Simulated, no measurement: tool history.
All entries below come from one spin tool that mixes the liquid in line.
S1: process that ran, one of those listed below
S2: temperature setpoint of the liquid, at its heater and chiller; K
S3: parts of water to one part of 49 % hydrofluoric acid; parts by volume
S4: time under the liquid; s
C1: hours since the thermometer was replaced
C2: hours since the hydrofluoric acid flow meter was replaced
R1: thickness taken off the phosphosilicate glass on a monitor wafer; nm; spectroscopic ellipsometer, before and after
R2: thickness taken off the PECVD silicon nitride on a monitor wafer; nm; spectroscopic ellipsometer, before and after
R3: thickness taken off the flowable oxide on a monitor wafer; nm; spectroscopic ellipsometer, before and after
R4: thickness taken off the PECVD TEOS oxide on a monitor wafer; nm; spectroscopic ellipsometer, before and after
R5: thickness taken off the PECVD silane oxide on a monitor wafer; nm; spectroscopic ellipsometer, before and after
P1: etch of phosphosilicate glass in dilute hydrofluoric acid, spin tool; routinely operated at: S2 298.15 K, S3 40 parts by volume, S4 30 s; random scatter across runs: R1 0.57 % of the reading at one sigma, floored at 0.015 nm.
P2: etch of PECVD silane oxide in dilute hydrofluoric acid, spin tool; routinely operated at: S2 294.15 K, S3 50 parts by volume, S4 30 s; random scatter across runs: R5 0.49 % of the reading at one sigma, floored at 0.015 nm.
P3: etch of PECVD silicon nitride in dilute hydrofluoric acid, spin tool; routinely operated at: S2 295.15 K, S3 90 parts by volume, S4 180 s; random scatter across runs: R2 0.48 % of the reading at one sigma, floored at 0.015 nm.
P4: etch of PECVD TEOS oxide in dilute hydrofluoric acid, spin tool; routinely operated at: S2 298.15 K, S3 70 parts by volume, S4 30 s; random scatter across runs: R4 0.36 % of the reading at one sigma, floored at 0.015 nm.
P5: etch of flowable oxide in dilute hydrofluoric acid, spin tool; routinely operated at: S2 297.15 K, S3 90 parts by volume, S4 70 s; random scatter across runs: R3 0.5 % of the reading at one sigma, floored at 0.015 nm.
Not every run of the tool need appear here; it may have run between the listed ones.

| run | day | S1 | S2 | S3 | S4 | C1 | C2 | R1 | R2 | R3 | R4 | R5 |
|---|---|---|---|---|---|---|---|---|---|---|---|---|
| 1 | 0.308 | P1 | 298.15 | 40 | 30 | 534 | 1048.5 | 131.08 |  |  |  |  |
| 2 | 0.625 | P3 | 295.15 | 90 | 280 | 541.6 | 1056.1 |  | 11.801 |  |  |  |
| 3 | 1.217 | P5 | 297.15 | 90 | 70 | 555.8 | 1070.3 |  |  | 35.052 |  |  |
| 4 | 1.533 | P1 | 298.15 | 20 | 15 | 563.4 | 1077.9 | 134.68 |  |  |  |  |
| 5 | 1.967 | P4 | 298.15 | 70 | 30 | 573.8 | 1088.3 |  |  |  | 6.8335 |  |
| 6 | 2.421 | P3 | 290.15 | 90 | 180 | 584.7 | 1099.2 |  | 5.3856 |  |  |  |
| 7 | 3.008 | P4 | 298.15 | 105 | 30 | 598.8 | 1113.3 |  |  |  | 4.322 |  |
| 8 | 3.458 | P1 | 302.65 | 40 | 15 | 609.6 | 1124.1 | 77.874 |  |  |  |  |
| 9 | 3.746 | P5 | 297.15 | 90 | 70 | 616.5 | 1131 |  |  | 35.355 |  |  |
| 10 | 4.154 | P5 | 297.15 | 90 | 120 | 626.3 | 1140.8 |  |  | 60.5 |  |  |
| 11 | 4.533 | P5 | 305.15 | 90 | 70 | 635.4 | 1149.9 |  |  | 48.367 |  |  |
| 12 | 4.921 | P2 | 294.15 | 70 | 30 | 644.7 | 1159.2 |  |  |  |  | 11.161 |
| 13 | 5.304 | P1 | 305.15 | 40 | 30 | 653.9 | 1168.4 | 174.68 |  |  |  |  |
| 14 | 5.908 | P1 | 298.15 | 40 | 15 | 668.4 | 1182.9 | 65.52 |  |  |  |  |
| 15 | 6.246 | P5 | 297.15 | 20 | 70 | 676.5 | 1191 |  |  | 173.06 |  |  |
| 16 | 6.767 | P4 | 298.15 | 70 | 30 | 689 | 1203.5 |  |  |  | 6.8195 |  |
| 17 | 7.054 | P3 | 295.15 | 135 | 180 | 695.9 | 1210.4 |  | 5.1175 |  |  |  |
| 18 | 7.504 | P4 | 304.15 | 70 | 30 | 706.7 | 1221.2 |  |  |  | 8.6849 |  |
| 19 | 7.85 | P3 | 295.15 | 90 | 180 | 715 | 1229.5 |  | 7.5795 |  |  |  |
| 20 | 8.362 | P4 | 298.15 | 70 | 50 | 727.3 | 1241.8 |  |  |  | 11.387 |  |
| 21 | 8.888 | P1 | 298.15 | 40 | 30 | 739.9 | 1254.4 | 130.85 |  |  |  |  |
| 22 | 9.196 | P2 | 294.15 | 50 | 30 | 747.3 | 1261.8 |  |  |  |  | 16.023 |
| 23 | 9.783 | P1 | 298.15 | 40 | 30 | 761.4 | 1275.9 | 131.77 |  |  |  |  |
| 24 | 10.146 | P1 | 298.15 | 40 | 60 | 770.1 | 1284.6 | 262.87 |  |  |  |  |
| 25 | 10.638 | P1 | 298.15 | 65 | 60 | 781.9 | 1296.4 | 156.56 |  |  |  |  |
| 26 | 10.925 | P1 | 298.15 | 40 | 30 | 788.8 | 1303.3 | 130.91 |  |  |  |  |
| 27 | 11.371 | P1 | 291.15 | 40 | 30 | 799.5 | 1314 | 97.243 |  |  |  |  |
| 28 | 11.729 | P1 | 298.15 | 65 | 30 | 808.1 | 1322.6 | 77.788 |  |  |  |  |
| 29 | 12.071 | P1 | 298.15 | 20 | 30 | 816.3 | 1330.8 | 269.37 |  |  |  |  |
| 30 | 12.496 | P2 | 294.15 | 50 | 45 | 826.5 | 1341 |  |  |  |  | 24.148 |
| 31 | 13.108 | P2 | 300.15 | 50 | 30 | 841.2 | 1355.7 |  |  |  |  | 20.504 |
| 32 | 13.483 | P1 | 298.15 | 40 | 30 | 850.2 | 1364.7 | 131.95 |  |  |  |  |
| 33 | 14.079 | P1 | 298.15 | 40 | 30 | 864.5 | 1379 | 135.2 |  |  |  |  |
| 34 | 14.433 | P1 | 298.15 | 40 | 30 | 873 | 1387.5 | 135.54 |  |  |  |  |
| 35 | 14.712 | P1 | 298.15 | 40 | 30 | 879.7 | 1394.2 | 137.02 |  |  |  |  |
| 36 | 15.25 | P1 | 298.15 | 40 | 30 | 892.6 | 1407.1 | 137.79 |  |  |  |  |
| 37 | 15.762 | P1 | 298.15 | 40 | 30 | 904.9 | 1419.4 | 138.53 |  |  |  |  |
| 38 | 16.133 | P1 | 298.15 | 40 | 30 | 913.8 | 1428.3 | 141.28 |  |  |  |  |
| 39 | 16.667 | P1 | 298.15 | 40 | 30 | 926.6 | 1441.1 | 138.88 |  |  |  |  |
| 40 | 17.267 | P1 | 298.15 | 40 | 30 | 941 | 1455.5 | 139.7 |  |  |  |  |
| 41 | 17.896 | P1 | 298.15 | 40 | 30 | 956.1 | 1470.6 | 140.64 |  |  |  |  |
| 42 | 18.196 | P1 | 298.15 | 40 | 30 | 963.3 | 1477.8 | 139.96 |  |  |  |  |
| 43 | 18.542 | P1 | 298.15 | 40 | 30 | 971.6 | 1486.1 | 141.06 |  |  |  |  |

What P1 gives has crept away from where it was. These 2 causes fit the log equally well, each at the size given:
A: hydrofluoric acid flow above the setpoint (%) = 7.2
B: liquid hotter than its thermometer reads (K) = 1.8
The drift started at roughly day 13.483.

Of the 4 check runs listed below, each run on one wafer and each result written as a question mark, which would let you distinguish the listed causes because they would give clearly different results?
| check 1 | 18.888 | P3 | 295.15 | 90 | 180 |  |  |  | ? |  |  |  |
| check 2 | 18.888 | P4 | 298.15 | 70 | 30 |  |  |  |  |  | ? |  |
| check 3 | 18.888 | P5 | 297.15 | 90 | 70 |  |  |  |  | ? |  |  |
| check 4 | 18.888 | P2 | 294.15 | 50 | 30 |  |  |  |  |  |  | ? |

Predicted outcomes, by check and by cause:
| check | result | if A | if B |
|---|---|---|---|
| check 1 | R2 | 8.1464 | 8.5818 |
| check 2 | R4 | 7.3772 | 7.3481 |
| check 3 | R3 | 38.056 | 37.837 |
| check 4 | R5 | 17.213 | 17.241 |
Per-check spread between the two closest causes, in the result where they differ most: check 1 5.21 %; check 2 0.4 %; check 3 0.58 %; check 4 0.16 %
The other checks would show nearly matching results whichever cause is true, so check 1 is the only one that separates the causes.

Then check 1 was run and gave: R2 8.6156 nm. Which cause is it?

It is B: liquid hotter than its thermometer reads (K).
